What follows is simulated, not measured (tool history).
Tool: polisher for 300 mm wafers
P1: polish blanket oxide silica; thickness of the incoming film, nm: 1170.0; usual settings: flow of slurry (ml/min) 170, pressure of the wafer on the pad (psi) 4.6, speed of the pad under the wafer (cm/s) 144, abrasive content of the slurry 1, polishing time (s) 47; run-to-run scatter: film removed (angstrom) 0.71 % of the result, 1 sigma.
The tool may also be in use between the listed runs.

run,hour,flow of slurry (ml/min),pressure of the wafer on the pad (psi),speed of the pad under the wafer (cm/s),abrasive content of the slurry,polishing time (s),film removed (angstrom)
1,14.4,170,4.6,144,1,47,2255.3
2,27.9,100,4.6,144,1,47,2045.2
3,41.1,170,4.6,144,1,47,2265.5
4,56.4,170,2.1,144,1,47,1039.6
5,64.6,170,4.6,144,0.6,47,1744.1
6,80.5,105,6.4,144,1,47,2870
7,91.6,170,4.6,144,1.5,47,2687.8
8,107.3,170,4.6,144,1,22,1063
9,121.4,170,4.6,144,1,47,2262.1
10,132.3,170,3.5,144,1,23,844.13
11,145.9,170,4.6,144,1,47,2289
12,158.8,170,4.6,202,1,47,2987
13,170.7,170,4.6,144,1,47,2294.5
14,179.5,170,4.6,144,1,60,2890.2
15,195.1,170,2.7,188,1,47,1619.7
16,210.6,265,4.6,144,1,47,2374.7
17,224.8,170,7.2,144,1,47,3571
18,238.6,170,4.6,144,1,47,2277
19,251.4,170,4.6,84,1,47,1469.6
20,266.3,170,4.6,144,1,47,2266

Run 21 comes next. What will it give?
21,276.4,170,4.6,144,1,47,?

Run 21 gave film removed (angstrom) 2131.8.

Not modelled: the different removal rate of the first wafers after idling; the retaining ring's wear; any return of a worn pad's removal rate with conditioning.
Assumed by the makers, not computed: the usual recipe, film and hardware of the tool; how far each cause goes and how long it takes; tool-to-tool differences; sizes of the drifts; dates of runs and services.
